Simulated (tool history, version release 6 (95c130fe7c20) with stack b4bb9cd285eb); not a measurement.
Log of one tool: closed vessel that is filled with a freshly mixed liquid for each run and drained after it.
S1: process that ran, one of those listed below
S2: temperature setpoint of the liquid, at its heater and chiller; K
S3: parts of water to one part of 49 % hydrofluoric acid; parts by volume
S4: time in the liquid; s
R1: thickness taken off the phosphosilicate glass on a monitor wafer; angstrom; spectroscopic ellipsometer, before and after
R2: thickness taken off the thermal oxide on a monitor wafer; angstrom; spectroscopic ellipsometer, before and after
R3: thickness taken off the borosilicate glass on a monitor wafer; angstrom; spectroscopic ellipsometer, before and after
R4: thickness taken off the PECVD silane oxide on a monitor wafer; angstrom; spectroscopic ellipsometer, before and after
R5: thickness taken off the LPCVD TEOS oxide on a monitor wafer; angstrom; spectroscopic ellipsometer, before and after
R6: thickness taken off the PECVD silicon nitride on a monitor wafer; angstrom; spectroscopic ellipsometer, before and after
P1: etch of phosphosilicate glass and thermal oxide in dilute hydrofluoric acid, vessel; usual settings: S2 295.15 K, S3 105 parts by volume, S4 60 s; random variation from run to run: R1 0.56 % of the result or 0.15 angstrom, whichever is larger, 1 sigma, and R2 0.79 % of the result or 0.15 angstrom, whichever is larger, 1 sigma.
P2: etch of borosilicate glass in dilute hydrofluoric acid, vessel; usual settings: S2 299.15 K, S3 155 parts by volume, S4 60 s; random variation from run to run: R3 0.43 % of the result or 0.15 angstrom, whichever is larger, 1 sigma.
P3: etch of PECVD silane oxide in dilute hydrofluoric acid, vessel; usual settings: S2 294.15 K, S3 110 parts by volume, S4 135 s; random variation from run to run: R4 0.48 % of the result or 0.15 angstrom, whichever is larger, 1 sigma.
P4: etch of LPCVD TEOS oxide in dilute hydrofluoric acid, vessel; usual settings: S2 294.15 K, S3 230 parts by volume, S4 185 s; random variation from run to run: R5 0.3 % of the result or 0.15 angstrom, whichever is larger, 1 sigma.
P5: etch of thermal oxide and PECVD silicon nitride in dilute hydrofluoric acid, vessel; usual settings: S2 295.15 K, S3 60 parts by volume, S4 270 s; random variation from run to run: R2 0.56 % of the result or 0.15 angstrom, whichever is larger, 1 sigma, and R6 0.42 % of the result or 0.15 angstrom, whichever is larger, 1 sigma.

run 1 hour=5.9 | S1=P1 S2=295.15 S3=105 S4=60 | R1=319.40 R2=25.204
run 2 hour=14.3 | S1=P2 S2=291.15 S3=155 S4=60 | R3=74.312
run 3 hour=25.2 | S1=P1 S2=295.15 S3=105 S4=110 | R1=585.27 R2=46.248
run 4 hour=34.2 | S1=P3 S2=294.15 S3=175 S4=135 | R4=196.73
run 5 hour=43.7 | S1=P1 S2=299.15 S3=25 S4=60 | R1=1756.90 R2=138.660
run 6 hour=55.4 | S1=P1 S2=295.15 S3=105 S4=60 | R1=321.16 R2=24.904
run 7 hour=62.6 | S1=P1 S2=295.15 S3=25 S4=85 | R1=2127.40 R2=166.510
run 8 hour=74.5 | S1=P4 S2=294.15 S3=230 S4=185 | R5=202.050
run 9 hour=80.2 | S1=P1 S2=295.15 S3=105 S4=60 | R1=319.13 R2=25.569
run 10 hour=92.0 | S1=P1 S2=295.15 S3=105 S4=30 | R1=160.12 R2=12.628
run 11 hour=102.3 | S1=P2 S2=299.15 S3=155 S4=60 | R3=101.480
run 12 hour=108.9 | S1=P4 S2=290.15 S3=230 S4=185 | R5=172.760
run 13 hour=119.4 | S1=P3 S2=294.15 S3=110 S4=135 | R4=336.87
run 14 hour=127.6 | S1=P5 S2=295.15 S3=90 S4=270 | R2=126.630 R6=73.749
run 15 hour=135.5 | S1=P1 S2=295.15 S3=165 S4=60 | R1=188.87 R2=15.126
run 16 hour=146.8 | S1=P2 S2=299.15 S3=155 S4=120 | R3=202.340
run 17 hour=156.4 | S1=P5 S2=301.65 S3=60 S4=270 | R2=256.730 R6=169.570
run 18 hour=165.3 | S1=P1 S2=295.15 S3=105 S4=60 | R1=321.32 R2=25.428
run 19 hour=174.2 | S1=P1 S2=295.15 S3=105 S4=60 | R1=321.56 R2=25.311
run 20 hour=182.4 | S1=P1 S2=290.15 S3=105 S4=60 | R1=261.22 R2=20.618
run 21 hour=189.7 | S1=P1 S2=295.15 S3=105 S4=60 | R1=318.76 R2=25.098
run 22 hour=201.7 | S1=P4 S2=294.15 S3=230 S4=30 | R5=32.252
run 23 hour=210.2 | S1=P1 S2=295.15 S3=20 S4=60 | R1=1857.40 R2=146.580
run 24 hour=220.9 | S1=P4 S2=294.15 S3=230 S4=185 | R5=202.730
run 25 hour=231.0 | S1=P1 S2=295.15 S3=105 S4=60 | R1=320.84 R2=25.442
run 26 hour=236.9 | S1=P3 S2=294.15 S3=110 S4=135 | R4=338.68
run 27 hour=249.3 | S1=P5 S2=295.15 S3=60 S4=270 | R2=198.630 R6=110.190
run 28 hour=256.8 | S1=P4 S2=294.15 S3=110 S4=185 | R5=479.090
run 29 hour=262.4 | S1=P5 S2=295.15 S3=60 S4=470 | R2=339.850 R6=191.980
run 30 hour=269.3 | S1=P2 S2=299.15 S3=290 S4=60 | R3=47.151
run 31 hour=278.7 | S1=P3 S2=290.15 S3=110 S4=135 | R4=285.01
run 32 hour=286.5 | S1=P3 S2=294.15 S3=110 S4=260 | R4=649.26
-- hour=288.4 thermometer replaced
run 33 hour=297.9 | S1=P1 S2=302.15 S3=105 S4=60 | R1=416.57 R2=33.241
run 34 hour=310.2 | S1=P2 S2=299.15 S3=155 S4=60 | R3=101.380
run 35 hour=321.4 | S1=P1 S2=302.65 S3=150 S4=60 | R1=283.74 R2=22.059
run 36 hour=326.9 | S1=P1 S2=295.15 S3=105 S4=60 | R1=321.18 R2=25.539
run 37 hour=339.4 | S1=P1 S2=295.15 S3=105 S4=60 | R1=311.63 R2=24.633
run 38 hour=346.7 | S1=P1 S2=295.15 S3=105 S4=60 | R1=308.00 R2=24.341
run 39 hour=358.4 | S1=P1 S2=295.15 S3=105 S4=60 | R1=306.55 R2=24.443
run 40 hour=370.4 | S1=P1 S2=295.15 S3=105 S4=60 | R1=301.43 R2=24.083
run 41 hour=379.9 | S1=P1 S2=295.15 S3=105 S4=60 | R1=300.90 R2=23.755
run 42 hour=385.4 | S1=P1 S2=295.15 S3=105 S4=60 | R1=306.11 R2=24.173
run 43 hour=397.2 | S1=P1 S2=295.15 S3=105 S4=60 | R1=302.66 R2=23.940

What P1 gives has crept away from where it was. These 2 causes fit the log equally well, each at the size given:
A: hydrofluoric acid flow below the setpoint (%) = 4.91
B: liquid colder than its thermometer reads (K) = 1.41
The creep began at about hour 326.9.

4 check runs are offered, one wafer each, their results left as question marks. Which one tells the causes apart?
run check 1 hour=409.0 | S1=P4 S2=294.15 S3=230 S4=30 | R5=?
run check 2 hour=409.0 | S1=P5 S2=295.15 S3=80 S4=270 | R2=? R6=?
run check 3 hour=409.0 | S1=P2 S2=291.15 S3=245 S4=60 | R3=?
run check 4 hour=409.0 | S1=P3 S2=294.15 S3=170 S4=215 | R4=?

What each check would give under each cause:
check=check_1 result=R5 if_A=30.765 if_B=31.028
check=check_2 result=R2 if_A=136.450 if_B=136.080
check=check_2 result=R6 if_A=79.268 if_B=75.673
check=check_3 result=R3 if_A=40.554 if_B=40.834
check=check_4 result=R4 if_A=306.32 if_B=307.61
How far apart the two closest causes lie, in the result that separates them most: check 1 0.85 %; check 2 4.64 %; check 3 0.69 %; check 4 0.42 %
Only check 2 tells the causes apart: in the others they would give nearly the same result.

Check 2 was then run and gave: R2 135.880 angstrom; R6 79.151 angstrom. Which cause is it?

It is A: hydrofluoric acid flow below the setpoint (%).
